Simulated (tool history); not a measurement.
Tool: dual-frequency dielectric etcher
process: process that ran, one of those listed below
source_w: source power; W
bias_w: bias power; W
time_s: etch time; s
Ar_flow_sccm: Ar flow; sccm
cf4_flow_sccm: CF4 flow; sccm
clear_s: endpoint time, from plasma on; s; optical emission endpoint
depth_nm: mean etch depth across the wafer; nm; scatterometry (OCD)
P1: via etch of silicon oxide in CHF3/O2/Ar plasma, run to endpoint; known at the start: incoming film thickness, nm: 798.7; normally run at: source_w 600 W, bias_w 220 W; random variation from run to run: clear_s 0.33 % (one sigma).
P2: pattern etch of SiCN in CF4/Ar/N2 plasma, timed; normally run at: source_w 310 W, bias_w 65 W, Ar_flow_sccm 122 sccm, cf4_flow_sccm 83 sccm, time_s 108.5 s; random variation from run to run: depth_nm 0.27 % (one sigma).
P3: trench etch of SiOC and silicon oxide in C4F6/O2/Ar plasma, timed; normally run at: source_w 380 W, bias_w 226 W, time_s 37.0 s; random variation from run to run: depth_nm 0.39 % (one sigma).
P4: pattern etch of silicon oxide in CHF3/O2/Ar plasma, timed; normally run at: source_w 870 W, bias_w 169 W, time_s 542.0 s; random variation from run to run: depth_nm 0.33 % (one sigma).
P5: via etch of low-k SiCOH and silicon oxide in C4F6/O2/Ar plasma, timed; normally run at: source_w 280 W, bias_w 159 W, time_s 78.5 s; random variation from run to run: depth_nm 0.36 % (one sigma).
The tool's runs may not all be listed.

run,day,process,source_w,bias_w,time_s,Ar_flow_sccm,cf4_flow_sccm,clear_s,depth_nm
1,0.712,P1,600,220,,,,357.64,
2,1.371,P5,280,159,78.5,,,,183.320
3,2.025,P1,600,291,,,,323.49,
4,2.512,P5,280,211,78.5,,,,202.900
5,3.204,P4,650,169,542.0,,,,1068.800
6,3.671,P1,600,220,,,,359.29,
7,4.208,P1,460,220,,,,399.86,
8,4.788,P3,380,136,37.0,,,,65.082
9,5.121,P2,310,65,108.5,122,83,,66.621
10,5.812,P3,530,226,37.0,,,,86.858
11,6.388,P1,600,220,,,,359.77,
12,7.038,P2,310,65,108.5,86,83,,70.131
13,7.654,P4,870,169,542.0,,,,1203.800
14,8.308,P4,870,101,542.0,,,,1019.100
15,8.933,P1,600,220,,,,360.66,
16,9.304,P1,600,156,,,,405.45,
17,9.775,P1,440,166,,,,446.07,
# day 10.021: bias power generator calibrated
18,10.438,P1,480,142,,,,455.46,
19,11.038,P1,750,147,,,,379.91,
20,11.688,P3,380,226,37.0,,,,75.847
21,12.221,P3,380,226,21.5,,,,44.208
22,12.812,P2,380,65,108.5,122,83,,79.729
23,13.238,P5,280,159,49.0,,,,114.900
24,13.708,P2,310,85,108.5,122,83,,73.346
25,14.271,P3,380,226,37.0,,,,76.530
26,14.788,P5,180,159,78.5,,,,154.620
27,15.121,P2,310,65,108.5,122,107,,68.830
28,15.579,P2,310,65,154.5,122,83,,95.370
29,16.158,P1,810,220,,,,322.20,
30,16.538,P1,600,220,,,,359.58,
31,17.233,P4,870,169,367.5,,,,807.020
32,17.838,P1,600,220,,,,360.59,
33,18.225,P1,600,220,,,,358.37,
34,18.588,P1,600,220,,,,353.80,
35,19.054,P1,600,220,,,,353.58,
36,19.579,P1,600,220,,,,353.56,
# day 19.725: wet clean of the chamber
37,20.162,P1,600,220,,,,354.55,
38,20.675,P1,600,220,,,,353.25,

What P1 gives has crept away from where it was. These 2 causes fit the log equally well, each at the size given:
A: source power that arrives over what is set, % = 4.41
B: bias power that arrives over what is set, % = 4.77
The creep began at about day 17.838.
Why every other cause is out:
chamber walls in a state that raises the etch rate, %: serviced at day 19.725, which brought nothing back

4 check runs are offered, one wafer each, their results left as question marks. Which one tells the causes apart?
check 1,21.188,P5,190,159,78.5,,,,?
check 2,21.188,P3,380,160,27.5,,,,?
check 3,21.188,P2,310,65,146.0,122,83,,?
check 4,21.188,P4,870,102,542.0,,,,?

What each check would give under each cause:
check,result,if A,if B
check 1,depth_nm,160.900,160.660
check 2,depth_nm,51.642,51.518
check 3,depth_nm,93.038,91.062
check 4,depth_nm,1042.400,1038.300
How far apart the two closest causes lie, in the result that separates them most: check 1 0.15 %; check 2 0.24 %; check 3 2.15 %; check 4 0.39 %
Check 3 tells the causes apart: in the others they would give nearly the same result.

Then check 3 was run and gave: depth_nm 92.483 nm. Which cause is it?

It is A: source power that arrives over what is set, %.

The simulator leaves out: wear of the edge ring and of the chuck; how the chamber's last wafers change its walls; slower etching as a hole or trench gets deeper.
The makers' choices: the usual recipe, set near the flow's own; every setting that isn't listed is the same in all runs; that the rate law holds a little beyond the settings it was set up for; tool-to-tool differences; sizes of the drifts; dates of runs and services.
